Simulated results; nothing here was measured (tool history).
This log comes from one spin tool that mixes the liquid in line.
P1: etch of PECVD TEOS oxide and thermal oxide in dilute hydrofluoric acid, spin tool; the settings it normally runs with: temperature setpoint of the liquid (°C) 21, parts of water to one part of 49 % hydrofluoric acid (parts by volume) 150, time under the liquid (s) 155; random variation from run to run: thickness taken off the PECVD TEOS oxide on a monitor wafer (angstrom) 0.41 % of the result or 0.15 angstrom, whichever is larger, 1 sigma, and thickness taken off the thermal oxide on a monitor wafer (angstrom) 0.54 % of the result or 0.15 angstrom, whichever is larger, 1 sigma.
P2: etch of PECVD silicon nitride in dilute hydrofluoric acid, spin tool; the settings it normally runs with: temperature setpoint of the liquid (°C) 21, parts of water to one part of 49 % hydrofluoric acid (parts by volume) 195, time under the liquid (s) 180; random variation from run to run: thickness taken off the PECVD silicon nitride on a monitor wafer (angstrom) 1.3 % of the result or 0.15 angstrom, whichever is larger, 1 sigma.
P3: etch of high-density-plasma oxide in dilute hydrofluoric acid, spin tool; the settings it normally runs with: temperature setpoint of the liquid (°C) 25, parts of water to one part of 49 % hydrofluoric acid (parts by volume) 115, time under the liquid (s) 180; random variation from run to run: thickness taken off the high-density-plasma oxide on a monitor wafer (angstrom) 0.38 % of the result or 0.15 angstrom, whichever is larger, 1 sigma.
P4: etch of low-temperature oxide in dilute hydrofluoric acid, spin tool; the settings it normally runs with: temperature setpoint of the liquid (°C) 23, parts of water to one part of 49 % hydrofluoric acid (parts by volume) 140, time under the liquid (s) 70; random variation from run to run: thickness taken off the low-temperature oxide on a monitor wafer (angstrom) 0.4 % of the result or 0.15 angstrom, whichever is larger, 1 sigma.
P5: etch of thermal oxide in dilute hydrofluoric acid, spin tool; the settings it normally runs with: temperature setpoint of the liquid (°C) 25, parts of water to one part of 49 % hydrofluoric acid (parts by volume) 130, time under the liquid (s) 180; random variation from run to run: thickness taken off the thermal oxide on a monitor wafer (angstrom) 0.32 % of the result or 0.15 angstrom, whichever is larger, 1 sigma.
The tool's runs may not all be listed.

run,hour,process that ran,temperature setpoint of the liquid (°C),parts of water to one part of 49 % hydrofluoric acid (parts by volume),time under the liquid (s),hours since the thermometer was replaced,hours since the hydrofluoric acid flow meter was replaced,thickness taken off the PECVD TEOS oxide on a monitor wafer (angstrom),thickness taken off the thermal oxide on a monitor wafer (angstrom),thickness taken off the PECVD silicon nitride on a monitor wafer (angstrom),thickness taken off the high-density-plasma oxide on a monitor wafer (angstrom),thickness taken off the low-temperature oxide on a monitor wafer (angstrom)
1,14.4,P1,21,150,155,1157.6,1080.1,88.454,39.606,,,
2,29.2,P2,24.5,195,180,1172.4,1094.9,,,22.335,,
3,44.5,P1,25.5,150,155,1187.7,1110.2,104.74,47.098,,,
4,52.1,P1,21,150,155,1195.3,1117.8,88.005,39.919,,,
5,63.1,P1,21,150,240,1206.3,1128.8,137.33,62.401,,,
6,72.5,P1,17,150,155,1215.7,1138.2,74.913,34.2,,,
7,82.1,P1,17,150,250,1225.3,1147.8,121.57,55.369,,,
8,97.4,P1,21,150,155,1240.6,1163.1,88.876,40.085,,,
9,104.6,P3,25,115,180,1247.8,1170.3,,,,83.958,
10,114.7,P1,21,150,155,1257.9,1180.4,88.91,39.269,,,
11,130,P1,21,150,155,1273.2,1195.7,88.722,39.837,,,
12,138.9,P2,21,195,180,1282.1,1204.6,,,17.482,,
13,150.2,P2,21,360,180,1293.4,1215.9,,,9.8002,,
14,165.7,P4,23,140,70,1308.9,1231.4,,,,,147.94
15,179.7,P4,23,140,30,1322.9,1245.4,,,,,63.412
16,190.1,P4,23,140,70,1333.3,1255.8,,,,,147.29
17,202.7,P1,21,210,155,1345.9,1268.4,59.32,26.941,,,
18,217.4,P1,21,150,15,1360.6,1283.1,8.3405,3.7261,,,
19,225.5,P4,17,140,70,1368.7,1291.2,,,,,115.94
20,235,P5,29,130,180,1378.2,1300.7,,75.14,,,
21,246.2,P3,25,115,180,1389.4,1311.9,,,,83.846,
22,254.2,P3,25,115,40,1397.4,1319.9,,,,18.739,
23,261.1,P5,25,130,300,1404.3,1326.8,,108.42,,,
24,270.9,P2,21,195,80,1414.1,1336.6,,,7.9777,,
25,278.4,P3,29,115,180,1421.6,1344.1,,,,98.779,
26,288.6,P5,25,215,180,1431.8,1354.3,,35.406,,,
27,300.1,P4,23,85,70,1443.3,1365.8,,,,,260.77
28,310.5,P3,25,165,180,1453.7,1376.2,,,,55.698,
29,320.1,P1,21,90,155,1463.3,1385.8,156.78,70.735,,,
30,334.3,P5,25,130,180,1477.5,1400,,64.377,,,
31,342.3,P1,21,150,155,1485.5,1408,88.217,40.418,,,
32,352.7,P1,21,150,155,1495.9,1418.4,91.426,40.532,,,
33,365.6,P1,21,150,155,1508.8,1431.3,92.347,41.409,,,
34,374.9,P1,21,150,155,1518.1,1440.6,93.817,41.789,,,
35,386.2,P1,21,150,155,1529.4,1451.9,94.102,41.985,,,
36,394.7,P1,21,150,155,1537.9,1460.4,94.021,42.22,,,
37,407.1,P1,21,150,155,1550.3,1472.8,94.66,42.157,,,
38,421.9,P1,21,150,155,1565.1,1487.6,94.383,43.07,,,
39,437.6,P1,21,150,155,1580.8,1503.3,94.69,43.087,,,

P1 no longer gives what it gave before; its output has crept away from where it was. The following 2 causes, each at its listed size, fit the log equally well:
A: liquid hotter than its thermometer reads (K) = 1.75
B: hydrofluoric acid flow above the setpoint (%) = 6.06
The process output started creeping at around hour 342.3.

You are offered 4 check runs, listed below with question marks in place of their results; each one averages 5 wafers. Which run separates the listed causes by giving clearly different results for each?
check 1,453.3,P3,25,115,180,,,,,,?,
check 2,453.3,P2,21,195,180,,,,,?,,
check 3,453.3,P4,23,140,70,,,,,,,?
check 4,453.3,P5,25,130,180,,,,?,,,

Predicted outcomes, by check and by cause:
check,result,if A,if B
check 1,thickness taken off the high-density-plasma oxide on a monitor wafer (angstrom),89.776,89.738
check 2,thickness taken off the PECVD silicon nitride on a monitor wafer (angstrom),20.047,18.961
check 3,thickness taken off the low-temperature oxide on a monitor wafer (angstrom),158.21,158.29
check 4,thickness taken off the thermal oxide on a monitor wafer (angstrom),68.988,69.072
Per check, the gap between the least separated pair of causes, taken in the result that splits them most: check 1 0.04 %; check 2 5.56 %; check 3 0.05 %; check 4 0.12 %
The causes can be told apart only by check 2. The other checks would give nearly the same results under each of them.

Check 2 was then run and gave: thickness taken off the PECVD silicon nitride on a monitor wafer (angstrom) 19.069. Which cause is it?

Of the candidate causes, it is B: hydrofluoric acid flow above the setpoint (%).
